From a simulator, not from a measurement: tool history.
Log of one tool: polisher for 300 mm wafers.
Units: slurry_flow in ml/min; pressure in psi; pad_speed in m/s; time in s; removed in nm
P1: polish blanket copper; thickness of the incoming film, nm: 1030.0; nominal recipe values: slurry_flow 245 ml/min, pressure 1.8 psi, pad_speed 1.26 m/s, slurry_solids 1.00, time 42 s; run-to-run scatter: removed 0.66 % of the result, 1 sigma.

run,hour,slurry_flow,pressure,pad_speed,slurry_solids,time,wafers polished on this pad,hours since the slurry nozzle was cleaned,hours since the head pressure was calibrated,hours since the slurry blender was calibrated,removed
1,6.9,245,1.8,1.26,1.00,42,373,374.6,789.5,244.2,104.240
2,19.1,245,1.8,0.90,1.00,42,515,386.8,801.7,256.4,73.880
3,27.1,245,1.8,1.94,1.00,42,607,394.8,809.7,264.4,159.680
4,37.8,245,1.8,1.26,1.00,42,732,405.5,820.4,275.1,103.730
5,43.8,245,1.8,1.26,1.00,42,801,411.5,826.4,281.1,103.650
6,51.9,245,1.8,1.26,1.50,42,895,419.6,834.5,289.2,111.940
7,64.9,245,2.7,1.26,1.00,42,1046,432.6,847.5,302.2,156.220
8,75.8,245,1.8,1.26,1.00,22,1173,443.5,858.4,313.1,54.168
9,82.1,245,1.8,1.26,1.00,42,1246,449.8,864.7,319.4,104.760
# hour 85.7: slurry nozzle cleaned
10,89.9,245,0.8,1.26,1.00,42,1337,4.3,872.5,327.2,46.231
11,102.0,145,1.8,1.26,1.00,42,1477,16.4,884.6,339.3,97.846
12,110.3,360,1.8,1.26,1.00,42,1573,24.7,892.9,347.6,108.680
13,120.9,145,1.8,1.26,0.65,42,1696,35.3,903.5,358.2,87.834
14,129.8,245,1.8,1.26,1.00,66,1800,44.2,912.4,367.1,162.200
15,139.1,180,1.3,1.26,1.00,42,1908,53.5,921.7,376.4,72.761
16,151.8,245,1.8,1.26,0.50,42,2055,66.2,934.4,389.1,88.879
17,157.9,245,1.8,1.26,1.00,42,2126,72.3,940.5,395.2,104.040
18,167.9,245,1.8,1.26,1.00,42,2242,82.3,950.5,405.2,103.560
19,174.4,245,1.8,1.26,1.00,42,2318,88.8,957.0,411.7,102.570
20,185.4,245,1.8,1.26,1.00,42,2445,99.8,968.0,422.7,100.070
21,196.1,245,1.8,1.26,1.00,42,2569,110.5,978.7,433.4,98.603
22,204.7,245,1.8,1.26,1.00,42,2669,119.1,987.3,442.0,99.120
23,212.0,245,1.8,1.26,1.00,42,2754,126.4,994.6,449.3,98.517
# hour 219.5: head pressure recalibrated
24,223.1,245,1.8,1.26,1.00,42,2883,137.5,3.7,460.4,98.423
25,228.9,245,1.8,1.26,1.00,42,2950,143.3,9.5,466.2,97.544
# hour 234.6: worn pad replaced by a new one
26,236.3,245,1.8,1.26,1.00,42,20,150.7,16.9,473.6,98.291
27,244.3,245,1.8,1.26,1.00,42,113,158.7,24.9,481.6,97.979
28,255.9,245,1.8,1.26,1.00,42,248,170.3,36.5,493.2,98.254
29,265.6,245,1.8,1.26,1.00,42,360,180.0,46.2,502.9,99.322

The output of P1 has drifted from where it used to be. Each of the 2 causes below, taken at the size shown beside it, accounts for the log equally well:
A: slurry flow missing at the pad, % = 37.7
B: abrasive missing from the slurry, % = 26.6
At approximately hour 167.9, the process output began to creep.
All other causes, with the reason each is excluded:
removal rate lost through wear of the pad, %: serviced at hour 234.6, after the change had begun; the process did not return to its earlier output
head's pressure below its setpoint, %: serviced at hour 219.5, after the change had begun; the process did not return to its earlier output

Each of the check runs listed below is run on 2 wafers and reports their average, with the results left as question marks. Pick the one under which the possible causes would lead to clearly different results.
check 1,275.3,245,1.8,1.26,0.55,65,,,,,?
check 2,275.3,245,1.8,1.26,0.65,30,,,,,?
check 3,275.3,145,1.1,1.26,1.00,42,,,,,?
check 4,275.3,245,1.0,1.26,0.55,42,,,,,?

Check results expected under each cause:
check,result,if A,if B
check 1,removed,133.600,134.260
check 2,removed,63.766,63.994
check 3,removed,53.238,55.431
check 4,removed,47.959,48.197
How far apart the two closest causes lie, in the result that separates them most: check 1 0.5 %; check 2 0.36 %; check 3 4.04 %; check 4 0.5 %
Only in check 3 would the causes give clearly different results; in the remaining checks their results would be nearly the same.

The results of check 3 are: removed 55.168 nm. Based on these, which of the listed causes is it?

The correct cause is B, namely: abrasive missing from the slurry, %.

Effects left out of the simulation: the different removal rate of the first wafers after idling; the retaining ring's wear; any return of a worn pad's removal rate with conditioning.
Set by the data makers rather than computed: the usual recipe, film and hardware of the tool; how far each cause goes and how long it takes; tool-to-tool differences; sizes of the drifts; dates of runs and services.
